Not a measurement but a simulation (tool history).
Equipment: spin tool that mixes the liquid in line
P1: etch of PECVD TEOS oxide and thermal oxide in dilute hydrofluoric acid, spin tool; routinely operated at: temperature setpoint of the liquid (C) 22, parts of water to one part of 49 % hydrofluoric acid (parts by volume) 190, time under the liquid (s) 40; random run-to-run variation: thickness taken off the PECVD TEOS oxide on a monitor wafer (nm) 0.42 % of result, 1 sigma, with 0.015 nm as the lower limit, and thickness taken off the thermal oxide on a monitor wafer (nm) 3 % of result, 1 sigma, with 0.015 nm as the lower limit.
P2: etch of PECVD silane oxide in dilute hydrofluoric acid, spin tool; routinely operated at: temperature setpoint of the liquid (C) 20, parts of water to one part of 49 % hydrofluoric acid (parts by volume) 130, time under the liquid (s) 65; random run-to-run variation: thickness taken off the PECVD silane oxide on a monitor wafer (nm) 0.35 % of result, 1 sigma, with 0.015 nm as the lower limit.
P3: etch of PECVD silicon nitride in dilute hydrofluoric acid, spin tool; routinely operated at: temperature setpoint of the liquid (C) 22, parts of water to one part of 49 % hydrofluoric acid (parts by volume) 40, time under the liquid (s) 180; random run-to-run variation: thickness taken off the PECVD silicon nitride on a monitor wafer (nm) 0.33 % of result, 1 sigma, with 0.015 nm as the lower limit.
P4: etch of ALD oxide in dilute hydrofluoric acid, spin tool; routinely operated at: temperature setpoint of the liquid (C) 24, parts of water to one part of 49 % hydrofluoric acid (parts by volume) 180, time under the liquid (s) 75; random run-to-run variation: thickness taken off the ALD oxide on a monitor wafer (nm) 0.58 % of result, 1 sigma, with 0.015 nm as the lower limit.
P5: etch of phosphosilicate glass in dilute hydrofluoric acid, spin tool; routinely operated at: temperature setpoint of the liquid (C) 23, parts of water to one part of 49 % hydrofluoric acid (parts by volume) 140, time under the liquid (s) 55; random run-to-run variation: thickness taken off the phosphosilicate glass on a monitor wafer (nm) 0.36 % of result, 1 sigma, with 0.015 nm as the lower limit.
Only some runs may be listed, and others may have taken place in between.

| run | hour | process that ran | temperature setpoint of the liquid (C) | parts of water to one part of 49 % hydrofluoric acid (parts by volume) | time under the liquid (s) | hours since the thermometer was replaced | hours since the hydrofluoric acid flow meter was replaced | thickness taken off the PECVD TEOS oxide on a monitor wafer (nm) | thickness taken off the thermal oxide on a monitor wafer (nm) | thickness taken off the PECVD silicon nitride on a monitor wafer (nm) | thickness taken off the PECVD silane oxide on a monitor wafer (nm) | thickness taken off the ALD oxide on a monitor wafer (nm) | thickness taken off the phosphosilicate glass on a monitor wafer (nm) |
|---|---|---|---|---|---|---|---|---|---|---|---|---|---|
| 1 | 15 | P1 | 22 | 190 | 40 | 308.9 | 408.3 | 4.7918 | 0.9223 |  |  |  |  |
| 2 | 31.1 | P1 | 22 | 190 | 80 | 325 | 424.4 | 9.6511 | 1.7774 |  |  |  |  |
| 3 | 46.5 | P3 | 22 | 20 | 180 | 340.4 | 439.8 |  |  | 14.08 |  |  |  |
| 4 | 60.4 | P2 | 20 | 130 | 65 | 354.3 | 453.7 |  |  |  | 12.833 |  |  |
| 5 | 77.6 | P4 | 24 | 245 | 75 | 371.5 | 470.9 |  |  |  |  | 6.9897 |  |
| 6 | 91.4 | P2 | 17 | 130 | 65 | 385.3 | 484.7 |  |  |  | 11.279 |  |  |
| 7 | 102.9 | P2 | 20 | 130 | 15 | 396.8 | 496.2 |  |  |  | 2.9455 |  |  |
| 8 | 116.9 | P4 | 24 | 180 | 15 | 410.8 | 510.2 |  |  |  |  | 2.0317 |  |
| 9 | 125.4 | P5 | 17 | 140 | 55 | 419.3 | 518.7 |  |  |  |  |  | 17.793 |
| 10 | 141.9 | P3 | 22 | 40 | 180 | 435.8 | 535.2 |  |  | 7.2062 |  |  |  |
| 11 | 154.2 | P1 | 22 | 190 | 40 | 448.1 | 547.5 | 4.8597 | 0.87993 |  |  |  |  |
| 12 | 162.3 | P1 | 22 | 30 | 40 | 456.2 | 555.6 | 36.756 | 6.401 |  |  |  |  |
| 13 | 179.6 | P1 | 30 | 190 | 40 | 473.5 | 572.9 | 6.4306 | 1.2085 |  |  |  |  |
| 14 | 188.6 | P2 | 20 | 55 | 65 | 482.5 | 581.9 |  |  |  | 32.848 |  |  |
| 15 | 197.2 | P4 | 24 | 180 | 75 | 491.1 | 590.5 |  |  |  |  | 10.088 |  |
| 16 | 208.7 | P1 | 22 | 190 | 20 | 502.6 | 602 | 2.4252 | 0.44515 |  |  |  |  |
| 17 | 218.7 | P1 | 22 | 190 | 40 | 512.6 | 612 | 4.8517 | 0.90157 |  |  |  |  |
| 18 | 227.2 | P1 | 22 | 190 | 40 | 521.1 | 620.5 | 4.7924 | 0.8887 |  |  |  |  |
| 19 | 236.6 | P5 | 23 | 240 | 55 | 530.5 | 629.9 |  |  |  |  |  | 11.839 |
| 20 | 245.4 | P1 | 22 | 190 | 40 | 539.3 | 638.7 | 4.8482 | 0.88314 |  |  |  |  |
| 21 | 262.6 | P1 | 22 | 55 | 70 | 556.5 | 655.9 | 34.062 | 6.1735 |  |  |  |  |
| 22 | 279.9 | P5 | 23 | 140 | 15 | 573.8 | 673.2 |  |  |  |  |  | 6.1651 |
| 23 | 297.6 | P1 | 22 | 260 | 40 | 591.5 | 690.9 | 3.2506 | 0.58146 |  |  |  |  |
| 24 | 305.7 | P3 | 17.5 | 40 | 180 | 599.6 | 699 |  |  | 5.2681 |  |  |  |
| 25 | 320.5 | P3 | 22 | 40 | 15 | 614.4 | 713.8 |  |  | 0.59051 |  |  |  |
| 26 | 335.1 | P1 | 22 | 105 | 20 | 629 | 728.4 | 4.8215 | 0.88877 |  |  |  |  |
| 27 | 344.6 | P4 | 18.5 | 180 | 75 | 638.5 | 737.9 |  |  |  |  | 8.275 |  |
| 28 | 358 | P4 | 24 | 180 | 75 | 651.9 | 751.3 |  |  |  |  | 10.14 |  |
| 29 | 375.3 | P1 | 17 | 190 | 40 | 669.2 | 768.6 | 3.9819 | 0.76162 |  |  |  |  |
| 30 | 388.7 | P5 | 23 | 140 | 55 | 682.6 | 782 |  |  |  |  |  | 22.652 |
| 31 | 404.6 | P1 | 22 | 190 | 40 | 698.5 | 797.9 | 4.7864 | 0.8725 |  |  |  |  |
| 32 | 421.6 | P1 | 22 | 190 | 40 | 715.5 | 814.9 | 5.0475 | 0.88394 |  |  |  |  |
| 33 | 433 | P1 | 22 | 190 | 40 | 726.9 | 826.3 | 5.0804 | 0.9132 |  |  |  |  |
| 34 | 446.4 | P1 | 22 | 190 | 40 | 740.3 | 839.7 | 5.1254 | 0.88728 |  |  |  |  |
| 35 | 456.2 | P1 | 22 | 190 | 40 | 750.1 | 849.5 | 5.1545 | 0.9742 |  |  |  |  |
| 36 | 471.2 | P1 | 22 | 190 | 40 | 765.1 | 864.5 | 5.1702 | 0.96273 |  |  |  |  |
| 37 | 486.6 | P1 | 22 | 190 | 40 | 780.5 | 879.9 | 5.1216 | 0.98564 |  |  |  |  |
| 38 | 494.7 | P1 | 22 | 190 | 40 | 788.6 | 888 | 5.2014 | 0.91637 |  |  |  |  |

Compared with where it was, what P1 gives has crept away. Each cause listed below fits the log as well as the rest, at the size given for it:
A: hydrofluoric acid flow above the setpoint (%) = 5.91
B: liquid hotter than its thermometer reads (K) = 1.82
Onset of the creep was near hour 404.6.

Below are 4 check runs, each on a single wafer, with their results shown as question marks. Which of them would tell the listed causes apart, meaning the causes would give clearly different results under it?
| check 1 | 502.8 | P3 | 17.5 | 40 | 85 |  |  |  |  | ? |  |  |  |
| check 2 | 502.8 | P4 | 24 | 235 | 15 |  |  |  |  |  |  | ? |  |
| check 3 | 502.8 | P2 | 17 | 130 | 25 |  |  |  |  |  | ? |  |  |
| check 4 | 502.8 | P5 | 23 | 220 | 15 |  |  |  |  |  |  |  | ? |

Predicted outcomes, by check and by cause:
| check | result | if A | if B |
|---|---|---|---|
| check 1 | thickness taken off the PECVD silicon nitride on a monitor wafer (nm) | 2.6243 | 2.8234 |
| check 2 | thickness taken off the ALD oxide on a monitor wafer (nm) | 1.5682 | 1.5588 |
| check 3 | thickness taken off the PECVD silane oxide on a monitor wafer (nm) | 4.6374 | 4.6848 |
| check 4 | thickness taken off the phosphosilicate glass on a monitor wafer (nm) | 3.8721 | 3.8578 |
Per-check spread between the two closest causes, in the result where they differ most: check 1 7.31 %; check 2 0.6 %; check 3 1.02 %; check 4 0.37 %
The other checks would show nearly matching results whichever cause is true, so check 1 is the only one that separates the causes.

Check 1 was then run and gave: thickness taken off the PECVD silicon nitride on a monitor wafer (nm) 2.6136. Which cause is it?

The correct cause is A, namely: hydrofluoric acid flow above the setpoint (%).
